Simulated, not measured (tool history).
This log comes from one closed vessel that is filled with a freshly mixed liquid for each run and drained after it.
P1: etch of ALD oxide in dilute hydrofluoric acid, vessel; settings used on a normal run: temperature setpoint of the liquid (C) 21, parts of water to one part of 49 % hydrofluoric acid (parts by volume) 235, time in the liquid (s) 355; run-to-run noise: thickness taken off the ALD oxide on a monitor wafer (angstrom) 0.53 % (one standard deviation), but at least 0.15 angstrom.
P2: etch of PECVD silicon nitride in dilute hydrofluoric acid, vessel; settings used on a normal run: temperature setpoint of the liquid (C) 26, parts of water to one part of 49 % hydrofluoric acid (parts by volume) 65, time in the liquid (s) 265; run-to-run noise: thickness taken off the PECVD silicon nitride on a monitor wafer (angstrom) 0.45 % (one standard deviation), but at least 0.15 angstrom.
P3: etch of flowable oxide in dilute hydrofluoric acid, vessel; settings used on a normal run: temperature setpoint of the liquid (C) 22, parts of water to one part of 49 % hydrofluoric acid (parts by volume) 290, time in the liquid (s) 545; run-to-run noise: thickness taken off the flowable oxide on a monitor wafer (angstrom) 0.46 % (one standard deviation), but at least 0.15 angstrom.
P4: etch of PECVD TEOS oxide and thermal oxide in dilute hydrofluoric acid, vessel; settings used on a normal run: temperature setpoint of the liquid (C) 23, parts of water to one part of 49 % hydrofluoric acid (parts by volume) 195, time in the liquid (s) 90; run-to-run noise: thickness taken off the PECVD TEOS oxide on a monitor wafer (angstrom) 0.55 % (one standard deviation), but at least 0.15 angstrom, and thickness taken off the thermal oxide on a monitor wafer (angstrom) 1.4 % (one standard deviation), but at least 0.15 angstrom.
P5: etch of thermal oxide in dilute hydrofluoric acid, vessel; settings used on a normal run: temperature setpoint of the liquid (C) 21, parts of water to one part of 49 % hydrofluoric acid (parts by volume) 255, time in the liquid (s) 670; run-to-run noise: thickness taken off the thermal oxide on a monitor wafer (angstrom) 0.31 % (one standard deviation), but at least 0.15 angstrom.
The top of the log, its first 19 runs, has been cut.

run,hour,process that ran,temperature setpoint of the liquid (C),parts of water to one part of 49 % hydrofluoric acid (parts by volume),time in the liquid (s),hours since the thermometer was replaced,hours since the hydrofluoric acid flow meter was replaced,thickness taken off the ALD oxide on a monitor wafer (angstrom),thickness taken off the thermal oxide on a monitor wafer (angstrom),thickness taken off the PECVD silicon nitride on a monitor wafer (angstrom),thickness taken off the PECVD TEOS oxide on a monitor wafer (angstrom),thickness taken off the flowable oxide on a monitor wafer (angstrom)
20,196.7,P1,21,235,355,1967.7,485.1,273.15,,,,
21,203.7,P5,21,255,1105,1974.7,492.1,,151.17,,,
22,212.1,P5,21,255,670,1983.1,500.5,,91.542,,,
23,225,P1,21,235,70,1996,513.4,53.659,,,,
24,236.5,P5,21,255,670,2007.5,524.9,,91.164,,,
25,249.2,P3,22,290,545,2020.2,537.6,,,,,491.59
26,260.3,P3,28,290,545,2031.3,548.7,,,,,612.2
27,270.6,P2,26,65,30,2041.6,559,,,21.818,,
28,280.4,P1,21,355,355,2051.4,568.8,162.75,,,,
29,290.1,P4,23,195,90,2061.1,578.5,,18.362,,118.74,
30,303.3,P3,22,290,545,2074.3,591.7,,,,,496.11
31,310.5,P3,22,120,545,2081.5,598.9,,,,,1418.2

Estimate the outcome of run 32 from the log above:
32,317.2,P1,21,235,355,2088.2,605.6,?,,,,

Logged for run 32: thickness taken off the ALD oxide on a monitor wafer (angstrom) 272.23.
